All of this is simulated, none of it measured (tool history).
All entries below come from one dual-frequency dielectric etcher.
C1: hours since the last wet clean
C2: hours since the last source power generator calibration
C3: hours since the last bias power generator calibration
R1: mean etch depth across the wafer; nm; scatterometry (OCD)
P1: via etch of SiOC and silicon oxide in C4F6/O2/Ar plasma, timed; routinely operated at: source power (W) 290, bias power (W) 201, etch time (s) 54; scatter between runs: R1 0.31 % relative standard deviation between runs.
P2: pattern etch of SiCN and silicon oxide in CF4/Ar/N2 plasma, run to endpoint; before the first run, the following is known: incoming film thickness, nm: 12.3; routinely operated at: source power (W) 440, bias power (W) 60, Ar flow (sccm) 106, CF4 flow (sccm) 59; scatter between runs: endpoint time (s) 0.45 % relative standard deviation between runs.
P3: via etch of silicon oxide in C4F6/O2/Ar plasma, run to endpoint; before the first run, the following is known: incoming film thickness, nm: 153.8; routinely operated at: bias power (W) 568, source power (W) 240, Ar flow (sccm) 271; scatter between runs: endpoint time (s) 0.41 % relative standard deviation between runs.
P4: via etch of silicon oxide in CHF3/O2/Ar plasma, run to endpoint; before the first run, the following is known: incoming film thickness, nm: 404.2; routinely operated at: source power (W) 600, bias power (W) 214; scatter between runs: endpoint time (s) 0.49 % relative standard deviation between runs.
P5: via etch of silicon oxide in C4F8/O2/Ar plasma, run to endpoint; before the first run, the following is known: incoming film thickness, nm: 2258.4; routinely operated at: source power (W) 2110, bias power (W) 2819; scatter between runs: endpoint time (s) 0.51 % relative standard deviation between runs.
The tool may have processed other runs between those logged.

run 1 day=0.183 | process_that_ran=P1 source_power_(W)=290 bias_power_(W)=201 etch_time_(s)=54 | C1=267.6 C2=2673.6 C3=948.9 | R1=56.87
run 2 day=0.458 | process_that_ran=P3 source_power_(W)=140 bias_power_(W)=568 Ar_flow_(sccm)=271 | C1=274.2 C2=2680.2 C3=955.5 | endpoint_time_(s)=46.909
run 3 day=0.621 | process_that_ran=P4 source_power_(W)=800 bias_power_(W)=214 | C1=278.1 C2=2684.1 C3=959.4 | endpoint_time_(s)=169.41
run 4 day=0.833 | process_that_ran=P1 source_power_(W)=290 bias_power_(W)=201 etch_time_(s)=65.5 | C1=283.2 C2=2689.2 C3=964.5 | R1=68.558
run 5 day=1.079 | process_that_ran=P2 source_power_(W)=440 bias_power_(W)=60 Ar_flow_(sccm)=145 CF4_flow_(sccm)=59 | C1=289.1 C2=2695.1 C3=970.4 | endpoint_time_(s)=17.026
run 6 day=1.279 | process_that_ran=P1 source_power_(W)=290 bias_power_(W)=201 etch_time_(s)=54 | C1=293.9 C2=2699.9 C3=975.2 | R1=56.88
run 7 day=1.5 | process_that_ran=P1 source_power_(W)=380 bias_power_(W)=201 etch_time_(s)=77 | C1=299.2 C2=2705.2 C3=980.5 | R1=89.354
run 8 day=1.638 | process_that_ran=P5 source_power_(W)=2110 bias_power_(W)=2819 | C1=302.5 C2=2708.5 C3=983.8 | endpoint_time_(s)=392.71
run 9 day=1.817 | process_that_ran=P2 source_power_(W)=440 bias_power_(W)=60 Ar_flow_(sccm)=106 CF4_flow_(sccm)=48 | C1=306.8 C2=2712.8 C3=988.1 | endpoint_time_(s)=16.563
run 10 day=2.108 | process_that_ran=P3 source_power_(W)=240 bias_power_(W)=568 Ar_flow_(sccm)=271 | C1=313.8 C2=2719.8 C3=995.1 | endpoint_time_(s)=38.671
run 11 day=2.321 | process_that_ran=P1 source_power_(W)=230 bias_power_(W)=201 etch_time_(s)=54 | C1=318.9 C2=2724.9 C3=1000.2 | R1=51.748
run 12 day=2.596 | process_that_ran=P5 source_power_(W)=2110 bias_power_(W)=3401 | C1=325.5 C2=2731.5 C3=1006.8 | endpoint_time_(s)=374.8
run 13 day=2.738 | process_that_ran=P4 source_power_(W)=600 bias_power_(W)=214 | C1=328.9 C2=2734.9 C3=1010.2 | endpoint_time_(s)=188.9
run 14 day=2.946 | process_that_ran=P1 source_power_(W)=380 bias_power_(W)=201 etch_time_(s)=54 | C1=333.9 C2=2739.9 C3=1015.2 | R1=62.731
run 15 day=3.167 | process_that_ran=P2 source_power_(W)=440 bias_power_(W)=60 Ar_flow_(sccm)=106 CF4_flow_(sccm)=59 | C1=339.2 C2=2745.2 C3=1020.5 | endpoint_time_(s)=16.117
run 16 day=3.296 | process_that_ran=P1 source_power_(W)=290 bias_power_(W)=201 etch_time_(s)=54 | C1=342.3 C2=2748.3 C3=1023.6 | R1=56.963
-- day=3.383 source power generator calibrated
run 17 day=3.567 | process_that_ran=P2 source_power_(W)=290 bias_power_(W)=60 Ar_flow_(sccm)=106 CF4_flow_(sccm)=59 | C1=348.8 C2=4.5 C3=1030.1 | endpoint_time_(s)=23.179
run 18 day=3.758 | process_that_ran=P1 source_power_(W)=290 bias_power_(W)=201 etch_time_(s)=54 | C1=353.4 C2=9.1 C3=1034.7 | R1=56.547
run 19 day=3.946 | process_that_ran=P5 source_power_(W)=2900 bias_power_(W)=2819 | C1=357.9 C2=13.6 C3=1039.2 | endpoint_time_(s)=352.1
run 20 day=4.217 | process_that_ran=P3 source_power_(W)=240 bias_power_(W)=568 Ar_flow_(sccm)=174 | C1=364.4 C2=20.1 C3=1045.7 | endpoint_time_(s)=36.663
run 21 day=4.475 | process_that_ran=P3 source_power_(W)=240 bias_power_(W)=795 Ar_flow_(sccm)=271 | C1=370.6 C2=26.3 C3=1051.9 | endpoint_time_(s)=34.023
run 22 day=4.746 | process_that_ran=P2 source_power_(W)=440 bias_power_(W)=37 Ar_flow_(sccm)=106 CF4_flow_(sccm)=59 | C1=377.1 C2=32.8 C3=1058.4 | endpoint_time_(s)=18.861
run 23 day=4.979 | process_that_ran=P4 source_power_(W)=600 bias_power_(W)=131 | C1=382.7 C2=38.4 C3=1064 | endpoint_time_(s)=223.76
run 24 day=5.271 | process_that_ran=P1 source_power_(W)=290 bias_power_(W)=122 etch_time_(s)=54 | C1=389.7 C2=45.4 C3=1071 | R1=48.064
run 25 day=5.525 | process_that_ran=P1 source_power_(W)=290 bias_power_(W)=201 etch_time_(s)=30 | C1=395.8 C2=51.5 C3=1077.1 | R1=31.434
run 26 day=5.738 | process_that_ran=P1 source_power_(W)=290 bias_power_(W)=238 etch_time_(s)=54 | C1=400.9 C2=56.6 C3=1082.2 | R1=60.419
run 27 day=5.975 | process_that_ran=P1 source_power_(W)=290 bias_power_(W)=201 etch_time_(s)=54 | C1=406.6 C2=62.3 C3=1087.9 | R1=56.801
run 28 day=6.221 | process_that_ran=P1 source_power_(W)=290 bias_power_(W)=201 etch_time_(s)=54 | C1=412.5 C2=68.2 C3=1093.8 | R1=56.25
run 29 day=6.504 | process_that_ran=P1 source_power_(W)=290 bias_power_(W)=201 etch_time_(s)=54 | C1=419.3 C2=75 C3=1100.6 | R1=56.314
run 30 day=6.717 | process_that_ran=P1 source_power_(W)=290 bias_power_(W)=201 etch_time_(s)=54 | C1=424.4 C2=80.1 C3=1105.7 | R1=56.447
run 31 day=6.958 | process_that_ran=P1 source_power_(W)=290 bias_power_(W)=201 etch_time_(s)=54 | C1=430.2 C2=85.9 C3=1111.5 | R1=55.915
run 32 day=7.171 | process_that_ran=P1 source_power_(W)=290 bias_power_(W)=201 etch_time_(s)=54 | C1=435.3 C2=91 C3=1116.6 | R1=55.804
run 33 day=7.308 | process_that_ran=P1 source_power_(W)=290 bias_power_(W)=201 etch_time_(s)=54 | C1=438.6 C2=94.3 C3=1119.9 | R1=56.06
-- day=7.375 wet clean of the chamber
run 34 day=7.462 | process_that_ran=P1 source_power_(W)=290 bias_power_(W)=201 etch_time_(s)=54 | C1=2.2 C2=98 C3=1123.6 | R1=55.834
run 35 day=7.738 | process_that_ran=P1 source_power_(W)=290 bias_power_(W)=201 etch_time_(s)=54 | C1=8.8 C2=104.6 C3=1130.2 | R1=56.064
run 36 day=8.017 | process_that_ran=P1 source_power_(W)=290 bias_power_(W)=201 etch_time_(s)=54 | C1=15.5 C2=111.3 C3=1136.9 | R1=56.048
run 37 day=8.212 | process_that_ran=P1 source_power_(W)=290 bias_power_(W)=201 etch_time_(s)=54 | C1=20.2 C2=116 C3=1141.6 | R1=55.695
run 38 day=8.383 | process_that_ran=P1 source_power_(W)=290 bias_power_(W)=201 etch_time_(s)=54 | C1=24.3 C2=120.1 C3=1145.7 | R1=55.626

The output of P1 has drifted from where it used to be. Each of the 2 causes below, taken at the size shown beside it, accounts for the log equally well:
A: source power that arrives under what is set, % = 4.02
B: bias power that arrives under what is set, % = 4.57
At approximately day 5.975, the process output began to creep.
Excluded causes, each with its reason:
chamber walls in a state that lowers the etch rate, %: serviced after onset, at day 7.375, with no recovery of the prior output

Consider the 4 check runs below, whose results appear as question marks and each of which averages 2 wafers. Which one distinguishes the causes, in that each cause would give it a clearly different result?
run check 1 day=8.554 | process_that_ran=P2 source_power_(W)=330 bias_power_(W)=37 Ar_flow_(sccm)=106 CF4_flow_(sccm)=59 | endpoint_time_(s)=?
run check 2 day=8.554 | process_that_ran=P3 source_power_(W)=240 bias_power_(W)=787 Ar_flow_(sccm)=187 | endpoint_time_(s)=?
run check 3 day=8.554 | process_that_ran=P4 source_power_(W)=780 bias_power_(W)=214 | endpoint_time_(s)=?
run check 4 day=8.554 | process_that_ran=P5 source_power_(W)=2570 bias_power_(W)=2819 | endpoint_time_(s)=?

Check results expected under each cause:
check=check_1 result=endpoint_time_(s) if_A=25.164 if_B=24.607
check=check_2 result=endpoint_time_(s) if_A=33.059 if_B=33.196
check=check_3 result=endpoint_time_(s) if_A=173.74 if_B=173.79
check=check_4 result=endpoint_time_(s) if_A=373.39 if_B=372.61
Distance between the nearest two causes, measured in the result of the check that separates them most: check 1 2.24 %; check 2 0.41 %; check 3 0.03 %; check 4 0.21 %
Check 1 distinguishes between the causes, while the remaining checks would return nearly the same result for all of them.

Then check 1 was run and gave: endpoint time (s) 24.569. Which cause is it?

It was cause B: bias power that arrives under what is set, %.

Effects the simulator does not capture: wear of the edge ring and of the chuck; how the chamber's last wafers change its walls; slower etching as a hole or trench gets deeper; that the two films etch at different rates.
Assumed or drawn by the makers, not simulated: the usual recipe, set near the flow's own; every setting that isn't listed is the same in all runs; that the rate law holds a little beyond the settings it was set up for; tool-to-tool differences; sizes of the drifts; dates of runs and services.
